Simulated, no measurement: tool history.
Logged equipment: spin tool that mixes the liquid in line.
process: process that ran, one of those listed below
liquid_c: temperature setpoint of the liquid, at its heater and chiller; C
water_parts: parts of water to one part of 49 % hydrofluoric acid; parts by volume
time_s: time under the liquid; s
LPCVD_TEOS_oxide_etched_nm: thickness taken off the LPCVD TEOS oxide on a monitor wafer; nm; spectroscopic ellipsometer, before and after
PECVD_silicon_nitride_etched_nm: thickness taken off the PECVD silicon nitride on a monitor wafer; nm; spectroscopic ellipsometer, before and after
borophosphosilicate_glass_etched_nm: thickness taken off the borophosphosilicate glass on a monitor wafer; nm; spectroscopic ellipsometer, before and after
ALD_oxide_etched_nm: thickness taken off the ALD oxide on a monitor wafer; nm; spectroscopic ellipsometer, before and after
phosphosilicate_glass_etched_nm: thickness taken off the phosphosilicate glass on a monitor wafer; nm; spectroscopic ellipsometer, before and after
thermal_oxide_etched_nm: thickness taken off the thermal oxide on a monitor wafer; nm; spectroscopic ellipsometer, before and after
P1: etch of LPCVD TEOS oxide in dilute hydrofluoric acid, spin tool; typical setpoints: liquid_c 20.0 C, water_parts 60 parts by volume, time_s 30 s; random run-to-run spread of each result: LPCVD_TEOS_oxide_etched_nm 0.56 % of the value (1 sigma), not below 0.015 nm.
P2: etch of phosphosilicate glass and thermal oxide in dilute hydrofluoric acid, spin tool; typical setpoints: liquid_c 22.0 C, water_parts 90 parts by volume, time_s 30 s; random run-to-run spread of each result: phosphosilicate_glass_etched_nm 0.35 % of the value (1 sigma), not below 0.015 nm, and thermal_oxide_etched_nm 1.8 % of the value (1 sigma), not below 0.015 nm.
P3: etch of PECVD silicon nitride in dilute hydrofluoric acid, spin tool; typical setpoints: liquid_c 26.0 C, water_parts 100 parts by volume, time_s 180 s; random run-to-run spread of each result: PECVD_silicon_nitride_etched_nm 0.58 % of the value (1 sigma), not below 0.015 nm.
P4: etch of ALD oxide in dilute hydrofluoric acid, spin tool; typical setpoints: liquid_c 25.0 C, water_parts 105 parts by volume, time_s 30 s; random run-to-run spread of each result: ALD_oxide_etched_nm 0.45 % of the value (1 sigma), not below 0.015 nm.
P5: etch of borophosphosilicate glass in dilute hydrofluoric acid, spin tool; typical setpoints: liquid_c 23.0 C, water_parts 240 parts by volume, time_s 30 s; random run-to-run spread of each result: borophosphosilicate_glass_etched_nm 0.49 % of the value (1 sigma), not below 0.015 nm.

run,hour,process,liquid_c,water_parts,time_s,hours since the thermometer was replaced,hours since the hydrofluoric acid flow meter was replaced,LPCVD_TEOS_oxide_etched_nm,PECVD_silicon_nitride_etched_nm,borophosphosilicate_glass_etched_nm,ALD_oxide_etched_nm,phosphosilicate_glass_etched_nm,thermal_oxide_etched_nm
1,12.6,P1,20.0,60,30,1753.0,270.0,24.625,,,,,
2,29.0,P3,26.0,100,305,1769.4,286.4,,8.5972,,,,
3,39.0,P1,20.0,105,30,1779.4,296.4,13.520,,,,,
4,50.8,P5,23.0,240,15,1791.2,308.2,,,3.4265,,,
5,62.3,P1,20.0,35,30,1802.7,319.7,43.545,,,,,
6,73.2,P4,17.0,105,30,1813.6,330.6,,,,4.8537,,
7,87.4,P2,22.0,90,30,1827.8,344.8,,,,,26.413,1.42800
8,97.2,P5,18.0,240,30,1837.6,354.6,,,5.7162,,,
9,112.5,P3,33.5,100,180,1852.9,369.9,,8.2873,,,,
10,131.0,P3,26.0,40,180,1871.4,388.4,,12.7020,,,,
11,139.4,P2,22.0,90,30,1879.8,396.8,,,,,26.450,1.44890
12,156.7,P1,20.0,60,50,1897.1,414.1,41.274,,,,,
13,173.7,P1,20.0,60,15,1914.1,431.1,12.317,,,,,
14,188.0,P1,20.0,60,30,1928.4,445.4,24.680,,,,,
15,202.2,P4,25.0,105,50,1942.6,459.6,,,,11.0560,,
16,213.7,P2,22.0,140,30,1954.1,471.1,,,,,16.045,0.89605
17,228.2,P5,23.0,240,30,1968.6,485.6,,,6.8215,,,
18,238.4,P5,23.0,45,30,1978.8,495.8,,,45.7680,,,
19,249.1,P4,25.0,105,30,1989.5,506.5,,,,6.7226,,
20,258.6,P1,20.0,60,30,1999.0,516.0,24.637,,,,,
21,271.2,P1,20.0,60,30,2011.6,528.6,24.778,,,,,
22,283.8,P1,25.5,30,30,2024.2,541.2,64.414,,,,,
23,300.3,P1,20.0,60,30,2040.7,557.7,24.544,,,,,
24,314.6,P2,17.0,90,30,2055.0,572.0,,,,,21.409,1.14830
25,324.9,P5,23.0,240,30,2065.3,582.3,,,6.8719,,,
26,337.5,P1,17.0,60,30,2077.9,594.9,21.667,,,,,
27,355.1,P2,22.0,90,15,2095.5,612.5,,,,,13.184,0.68886
28,367.9,P4,25.0,165,30,2108.3,625.3,,,,3.9463,,
29,385.4,P1,26.0,60,30,2125.8,642.8,31.334,,,,,
30,397.9,P1,17.0,60,15,2138.3,655.3,10.889,,,,,
31,416.3,P3,26.0,100,180,2156.7,673.7,,5.1274,,,,
32,426.0,P1,23.5,60,55,2166.4,683.4,51.753,,,,,
33,434.0,P1,20.0,60,30,2174.4,691.4,24.459,,,,,
34,443.4,P1,20.0,60,30,2183.8,700.8,25.291,,,,,
35,457.2,P1,20.0,60,30,2197.6,714.6,25.650,,,,,
36,473.8,P1,20.0,60,30,2214.2,731.2,26.081,,,,,
37,490.3,P1,20.0,60,30,2230.7,747.7,25.958,,,,,
38,498.3,P1,20.0,60,30,2238.7,755.7,26.071,,,,,
39,513.3,P1,20.0,60,30,2253.7,770.7,26.341,,,,,
40,521.5,P1,20.0,60,30,2261.9,778.9,26.317,,,,,

What P1 gives has crept off from where it sat before. The 2 causes that follow fit the log equally well, each at the size noted:
A: liquid hotter than its thermometer reads (K) = 1.56
B: hydrofluoric acid flow above the setpoint (%) = 6.3
At approximately hour 434.0, the process output began to creep.

Consider the 4 check runs below, whose results appear as question marks and each of which averages 2 wafers. Which one distinguishes the causes, in that each cause would give it a clearly different result?
check 1,529.7,P5,20.0,145,30,,,,,?,,,
check 2,529.7,P2,17.0,90,15,,,,,,,?,?
check 3,529.7,P4,18.5,105,30,,,,,,?,,
check 4,529.7,P3,33.0,50,180,,,,?,,,,

Predicted outcomes, by check and by cause:
check,result,if A,if B
check 1,borophosphosilicate_glass_etched_nm,11.8680,11.9680
check 2,phosphosilicate_glass_etched_nm,11.452,11.463
check 2,thermal_oxide_etched_nm,0.62266,0.62325
check 3,ALD_oxide_etched_nm,5.4521,5.4710
check 4,PECVD_silicon_nitride_etched_nm,17.6650,17.0210
Gap, in per cent, between the two causes that each check separates least, read from the result that separates them most: check 1 0.83 %; check 2 0.09 %; check 3 0.35 %; check 4 3.72 %
Check 4 distinguishes between the causes, while the remaining checks would return nearly the same result for all of them.

Check 4 was carried out, with these results: PECVD_silicon_nitride_etched_nm 16.9550 nm. Which of the listed causes is responsible?

It is B: hydrofluoric acid flow above the setpoint (%).
